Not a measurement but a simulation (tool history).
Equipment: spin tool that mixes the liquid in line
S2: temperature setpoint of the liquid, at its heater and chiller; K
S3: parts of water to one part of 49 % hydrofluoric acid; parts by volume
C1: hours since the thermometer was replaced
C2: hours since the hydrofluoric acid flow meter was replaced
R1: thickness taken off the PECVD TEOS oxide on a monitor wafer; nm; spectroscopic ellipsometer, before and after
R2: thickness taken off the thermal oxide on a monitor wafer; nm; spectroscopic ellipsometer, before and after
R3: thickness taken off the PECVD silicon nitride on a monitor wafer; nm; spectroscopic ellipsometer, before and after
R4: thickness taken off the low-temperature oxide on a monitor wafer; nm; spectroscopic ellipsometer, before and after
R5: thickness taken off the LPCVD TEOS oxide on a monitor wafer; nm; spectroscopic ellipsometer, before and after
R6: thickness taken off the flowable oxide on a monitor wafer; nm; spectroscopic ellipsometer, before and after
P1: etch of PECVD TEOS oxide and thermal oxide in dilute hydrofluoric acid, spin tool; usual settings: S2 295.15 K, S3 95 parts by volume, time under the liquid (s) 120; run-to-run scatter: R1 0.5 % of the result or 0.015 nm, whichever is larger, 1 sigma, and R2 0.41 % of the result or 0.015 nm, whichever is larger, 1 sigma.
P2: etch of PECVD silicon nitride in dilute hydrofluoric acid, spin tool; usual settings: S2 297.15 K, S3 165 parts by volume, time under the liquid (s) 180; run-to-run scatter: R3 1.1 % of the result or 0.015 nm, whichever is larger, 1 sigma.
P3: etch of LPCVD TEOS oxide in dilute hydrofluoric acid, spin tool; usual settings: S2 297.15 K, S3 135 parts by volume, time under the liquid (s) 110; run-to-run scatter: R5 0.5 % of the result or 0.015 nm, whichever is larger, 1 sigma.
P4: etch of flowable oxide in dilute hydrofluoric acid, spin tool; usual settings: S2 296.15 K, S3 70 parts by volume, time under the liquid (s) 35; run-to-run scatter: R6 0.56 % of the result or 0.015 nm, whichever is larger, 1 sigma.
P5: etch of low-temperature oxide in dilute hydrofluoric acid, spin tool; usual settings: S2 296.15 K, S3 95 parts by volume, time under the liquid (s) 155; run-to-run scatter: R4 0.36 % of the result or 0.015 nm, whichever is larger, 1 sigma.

run 1 day=0.312 | process_that_ran=P1 S2=295.15 S3=95 time_under_the_liquid_(s)=120 | C1=367.3 C2=359.0 | R1=14.9230 R2=5.47710
run 2 day=0.838 | process_that_ran=P2 S2=297.15 S3=80 time_under_the_liquid_(s)=180 | C1=379.9 C2=371.6 | R3=3.8722
run 3 day=1.342 | process_that_ran=P5 S2=296.15 S3=95 time_under_the_liquid_(s)=155 | C1=392.0 C2=383.7 | R4=28.119
run 4 day=1.746 | process_that_ran=P1 S2=302.65 S3=95 time_under_the_liquid_(s)=15 | C1=401.7 C2=393.4 | R1=2.4764 R2=0.91942
run 5 day=2.204 | process_that_ran=P5 S2=303.65 S3=95 time_under_the_liquid_(s)=155 | C1=412.7 C2=404.4 | R4=37.557
run 6 day=2.542 | process_that_ran=P1 S2=295.15 S3=95 time_under_the_liquid_(s)=120 | C1=420.8 C2=412.5 | R1=14.9800 R2=5.48780
run 7 day=2.808 | process_that_ran=P3 S2=297.15 S3=135 time_under_the_liquid_(s)=175 | C1=427.2 C2=418.9 | R5=44.152
run 8 day=3.129 | process_that_ran=P3 S2=290.15 S3=135 time_under_the_liquid_(s)=110 | C1=434.9 C2=426.6 | R5=20.714
run 9 day=3.633 | process_that_ran=P2 S2=290.15 S3=165 time_under_the_liquid_(s)=180 | C1=447.0 C2=438.7 | R3=1.2043
run 10 day=3.912 | process_that_ran=P4 S2=296.15 S3=70 time_under_the_liquid_(s)=55 | C1=453.7 C2=445.4 | R6=25.8880
run 11 day=4.208 | process_that_ran=P3 S2=297.15 S3=135 time_under_the_liquid_(s)=110 | C1=460.8 C2=452.5 | R5=27.378
run 12 day=4.721 | process_that_ran=P5 S2=296.15 S3=95 time_under_the_liquid_(s)=305 | C1=473.1 C2=464.8 | R4=55.471
run 13 day=5.192 | process_that_ran=P1 S2=295.15 S3=20 time_under_the_liquid_(s)=120 | C1=484.4 C2=476.1 | R1=77.9650 R2=28.69100
run 14 day=5.500 | process_that_ran=P4 S2=296.15 S3=70 time_under_the_liquid_(s)=35 | C1=491.8 C2=483.5 | R6=16.5500
run 15 day=5.804 | process_that_ran=P4 S2=296.15 S3=125 time_under_the_liquid_(s)=35 | C1=499.1 C2=490.8 | R6=8.7638
run 16 day=6.217 | process_that_ran=P1 S2=290.15 S3=35 time_under_the_liquid_(s)=120 | C1=509.0 C2=500.7 | R1=35.4150 R2=12.88400
run 17 day=6.471 | process_that_ran=P1 S2=291.15 S3=95 time_under_the_liquid_(s)=120 | C1=515.1 C2=506.8 | R1=12.7520 R2=4.68180
run 18 day=6.862 | process_that_ran=P2 S2=297.15 S3=165 time_under_the_liquid_(s)=275 | C1=524.5 C2=516.2 | R3=2.8264
run 19 day=7.412 | process_that_ran=P3 S2=297.15 S3=210 time_under_the_liquid_(s)=110 | C1=537.7 C2=529.4 | R5=16.464
run 20 day=7.733 | process_that_ran=P3 S2=297.15 S3=135 time_under_the_liquid_(s)=110 | C1=545.4 C2=537.1 | R5=27.337
run 21 day=8.008 | process_that_ran=P1 S2=295.15 S3=95 time_under_the_liquid_(s)=15 | C1=552.0 C2=543.7 | R1=1.8799 R2=0.69783
run 22 day=8.417 | process_that_ran=P1 S2=298.15 S3=95 time_under_the_liquid_(s)=70 | C1=561.8 C2=553.5 | R1=9.9106 R2=3.56480
run 23 day=8.954 | process_that_ran=P1 S2=295.15 S3=95 time_under_the_liquid_(s)=235 | C1=574.7 C2=566.4 | R1=29.2380 R2=10.72100
run 24 day=9.279 | process_that_ran=P1 S2=300.65 S3=95 time_under_the_liquid_(s)=120 | C1=582.5 C2=574.2 | R1=18.6420 R2=6.77300
run 25 day=9.525 | process_that_ran=P2 S2=297.15 S3=165 time_under_the_liquid_(s)=180 | C1=588.4 C2=580.1 | R3=1.8539
run 26 day=9.883 | process_that_ran=P1 S2=295.15 S3=95 time_under_the_liquid_(s)=120 | C1=597.0 C2=588.7 | R1=15.1100 R2=5.50190
run 27 day=10.325 | process_that_ran=P4 S2=303.65 S3=70 time_under_the_liquid_(s)=35 | C1=607.6 C2=599.3 | R6=22.3550
run 28 day=10.746 | process_that_ran=P5 S2=296.15 S3=150 time_under_the_liquid_(s)=155 | C1=617.7 C2=609.4 | R4=16.748
run 29 day=11.117 | process_that_ran=P1 S2=295.15 S3=135 time_under_the_liquid_(s)=120 | C1=626.6 C2=618.3 | R1=10.0760 R2=3.69100
run 30 day=11.550 | process_that_ran=P1 S2=295.15 S3=95 time_under_the_liquid_(s)=120 | C1=637.0 C2=628.7 | R1=15.0490 R2=5.50650
run 31 day=11.900 | process_that_ran=P1 S2=295.15 S3=95 time_under_the_liquid_(s)=120 | C1=645.4 C2=637.1 | R1=14.9240 R2=5.44300
run 32 day=12.317 | process_that_ran=P1 S2=295.15 S3=95 time_under_the_liquid_(s)=120 | C1=655.4 C2=647.1 | R1=15.7390 R2=5.71920
run 33 day=12.821 | process_that_ran=P1 S2=295.15 S3=95 time_under_the_liquid_(s)=120 | C1=667.5 C2=659.2 | R1=15.9800 R2=5.83270
run 34 day=13.058 | process_that_ran=P1 S2=295.15 S3=95 time_under_the_liquid_(s)=120 | C1=673.2 C2=664.9 | R1=16.0050 R2=5.88140
run 35 day=13.404 | process_that_ran=P1 S2=295.15 S3=95 time_under_the_liquid_(s)=120 | C1=681.5 C2=673.2 | R1=16.2000 R2=5.90630
run 36 day=13.838 | process_that_ran=P1 S2=295.15 S3=95 time_under_the_liquid_(s)=120 | C1=691.9 C2=683.6 | R1=16.3540 R2=5.96640
run 37 day=14.350 | process_that_ran=P1 S2=295.15 S3=95 time_under_the_liquid_(s)=120 | C1=704.2 C2=695.9 | R1=16.2220 R2=5.99730
run 38 day=14.625 | process_that_ran=P1 S2=295.15 S3=95 time_under_the_liquid_(s)=120 | C1=710.8 C2=702.5 | R1=16.2970 R2=5.94830

What P1 gives has crept off from where it sat before. The 2 causes that follow fit the log equally well, each at the size noted:
A: hydrofluoric acid flow above the setpoint (%) = 7.72
B: liquid hotter than its thermometer reads (K) = 2.06
At approximately day 11.900, the process output began to creep.

4 check runs are offered, each on 3 wafers whose results are averaged, their results left as question marks. Which one tells the causes apart?
run check 1 day=14.900 | process_that_ran=P5 S2=300.15 S3=95 time_under_the_liquid_(s)=300 | R4=?
run check 2 day=14.900 | process_that_ran=P2 S2=290.15 S3=115 time_under_the_liquid_(s)=180 | R3=?
run check 3 day=14.900 | process_that_ran=P4 S2=299.65 S3=95 time_under_the_liquid_(s)=35 | R6=?
run check 4 day=14.900 | process_that_ran=P3 S2=290.65 S3=135 time_under_the_liquid_(s)=160 | R5=?

What each check would give under each cause:
check=check_1 result=R4 if_A=69.417 if_B=69.105
check=check_2 result=R3 if_A=1.7813 if_B=1.9101
check=check_3 result=R6 if_A=14.8430 if_B=14.7830
check=check_4 result=R5 if_A=33.621 if_B=33.614
Smallest distance between any two causes, each pair judged by its most separating result, in per cent: check 1 0.45 %; check 2 6.98 %; check 3 0.4 %; check 4 0.02 %
The causes can be told apart only by check 2. The other checks would give nearly the same results under each of them.

Check 2 was then run and gave: R3 1.8980 nm. Which cause is it?

B is the cause: liquid hotter than its thermometer reads (K).

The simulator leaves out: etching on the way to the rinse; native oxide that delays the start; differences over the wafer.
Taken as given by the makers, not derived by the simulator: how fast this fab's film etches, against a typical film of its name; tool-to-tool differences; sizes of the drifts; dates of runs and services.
